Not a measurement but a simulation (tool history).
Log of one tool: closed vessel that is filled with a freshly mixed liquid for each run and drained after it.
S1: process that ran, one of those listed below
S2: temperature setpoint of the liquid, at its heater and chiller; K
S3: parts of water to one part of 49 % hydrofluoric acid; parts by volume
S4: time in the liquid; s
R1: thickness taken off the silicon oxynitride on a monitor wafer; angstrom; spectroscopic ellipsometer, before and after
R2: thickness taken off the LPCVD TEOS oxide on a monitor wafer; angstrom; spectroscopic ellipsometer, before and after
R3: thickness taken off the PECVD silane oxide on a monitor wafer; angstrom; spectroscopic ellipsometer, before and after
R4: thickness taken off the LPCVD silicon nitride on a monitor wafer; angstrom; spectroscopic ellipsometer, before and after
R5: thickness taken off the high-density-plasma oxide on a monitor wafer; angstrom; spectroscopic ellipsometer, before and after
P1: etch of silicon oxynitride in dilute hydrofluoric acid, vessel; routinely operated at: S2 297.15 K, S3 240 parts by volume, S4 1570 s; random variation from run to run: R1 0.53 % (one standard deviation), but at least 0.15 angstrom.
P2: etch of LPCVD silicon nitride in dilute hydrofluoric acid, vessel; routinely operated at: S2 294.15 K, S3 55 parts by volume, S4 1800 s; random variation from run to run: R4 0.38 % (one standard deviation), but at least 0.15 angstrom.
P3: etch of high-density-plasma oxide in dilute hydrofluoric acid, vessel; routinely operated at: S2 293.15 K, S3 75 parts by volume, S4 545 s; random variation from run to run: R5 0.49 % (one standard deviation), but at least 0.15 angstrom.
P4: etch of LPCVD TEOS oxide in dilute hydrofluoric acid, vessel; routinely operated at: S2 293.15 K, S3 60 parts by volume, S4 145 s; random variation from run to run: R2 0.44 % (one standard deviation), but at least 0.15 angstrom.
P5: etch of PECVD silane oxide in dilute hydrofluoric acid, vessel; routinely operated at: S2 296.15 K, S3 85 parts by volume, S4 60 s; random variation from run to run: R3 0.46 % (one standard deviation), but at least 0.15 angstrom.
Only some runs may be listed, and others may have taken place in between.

run,hour,S1,S2,S3,S4,R1,R2,R3,R4,R5
1,4.5,P1,297.15,240,1570,202.04,,,,
2,11.4,P1,290.15,240,1570,146.54,,,,
3,18.4,P1,297.15,240,2605,335.93,,,,
4,24.4,P1,297.15,400,1570,108.82,,,,
5,30.2,P4,293.15,60,145,,371.38,,,
6,34.3,P1,297.15,240,1570,201.75,,,,
7,40.7,P5,296.15,85,60,,,179.74,,
8,44.6,P2,302.15,55,1800,,,,227.19,
9,49.9,P2,294.15,90,1800,,,,82.182,
10,55.1,P4,293.15,100,145,,212.19,,,
11,58.9,P1,297.15,135,1570,391.44,,,,
12,64.1,P5,296.15,85,95,,,283.53,,
13,69.8,P3,293.15,20,545,,,,,1903.3
14,73.5,P4,300.15,60,145,,495.13,,,
15,76.6,P2,294.15,55,1800,,,,132.7,
16,83.1,P2,294.15,55,2890,,,,213.82,
17,88.9,P3,296.65,75,545,,,,,548.07
18,92.7,P4,293.15,60,60,,153.76,,,
19,98.1,P3,293.15,75,545,,,,,477.39
20,101.8,P1,297.15,240,30,3.937,,,,
21,106.9,P3,293.15,75,45,,,,,39.389
22,112.6,P1,297.15,240,1570,202.63,,,,
23,116.5,P1,301.15,390,1570,131.94,,,,
24,120.1,P1,305.65,240,1570,290.12,,,,
25,125.4,P5,296.15,45,60,,,356.41,,
26,128.6,P2,294.15,55,1800,,,,133.17,
27,133.9,P1,297.15,240,1570,199.49,,,,
28,138.8,P1,304.15,240,185,31.666,,,,
29,143.2,P5,303.15,85,60,,,235.8,,
30,147.7,P1,297.15,240,1570,203.14,,,,
31,151.1,P1,297.15,240,1570,207.86,,,,
32,154.5,P1,297.15,240,1570,213.63,,,,
33,158.3,P1,297.15,240,1570,213.61,,,,
34,161.4,P1,297.15,240,1570,216.71,,,,
35,165.1,P1,297.15,240,1570,219.28,,,,
36,171.7,P1,297.15,240,1570,218.15,,,,
37,176.8,P1,297.15,240,1570,219.76,,,,
38,182.5,P1,297.15,240,1570,220.48,,,,

P1 no longer gives what it gave before; its output has crept away from where it was. The following 2 causes, each at its listed size, fit the log equally well:
A: liquid hotter than its thermometer reads (K) = 2.07
B: hydrofluoric acid flow above the setpoint (%) = 7.92
The process output started creeping at around hour 147.7.

Below are 4 check runs, each on a single wafer, with their results shown as question marks. Which of them would tell the listed causes apart, meaning the causes would give clearly different results under it?
check 1,188.2,P3,293.15,40,545,,,,,?
check 2,188.2,P2,294.15,55,2480,,,,?,
check 3,188.2,P5,301.15,85,90,,,?,,
check 4,188.2,P4,293.15,100,75,,?,,,

Outcome of each check run for each possible cause:
check,result,if A,if B
check 1,R5,1018.5,1010.4
check 2,R4,211.55,197.84
check 3,R3,356.79,358.79
check 4,R2,119.38,119.41
How far apart the two closest causes lie, in the result that separates them most: check 1 0.8 %; check 2 6.7 %; check 3 0.56 %; check 4 0.02 %
Only check 2 tells the causes apart: in the others they would give nearly the same result.

Check 2 has now been run. It gave: R4 197.88 angstrom. Which of the candidate causes is it?

It was cause B: hydrofluoric acid flow above the setpoint (%).

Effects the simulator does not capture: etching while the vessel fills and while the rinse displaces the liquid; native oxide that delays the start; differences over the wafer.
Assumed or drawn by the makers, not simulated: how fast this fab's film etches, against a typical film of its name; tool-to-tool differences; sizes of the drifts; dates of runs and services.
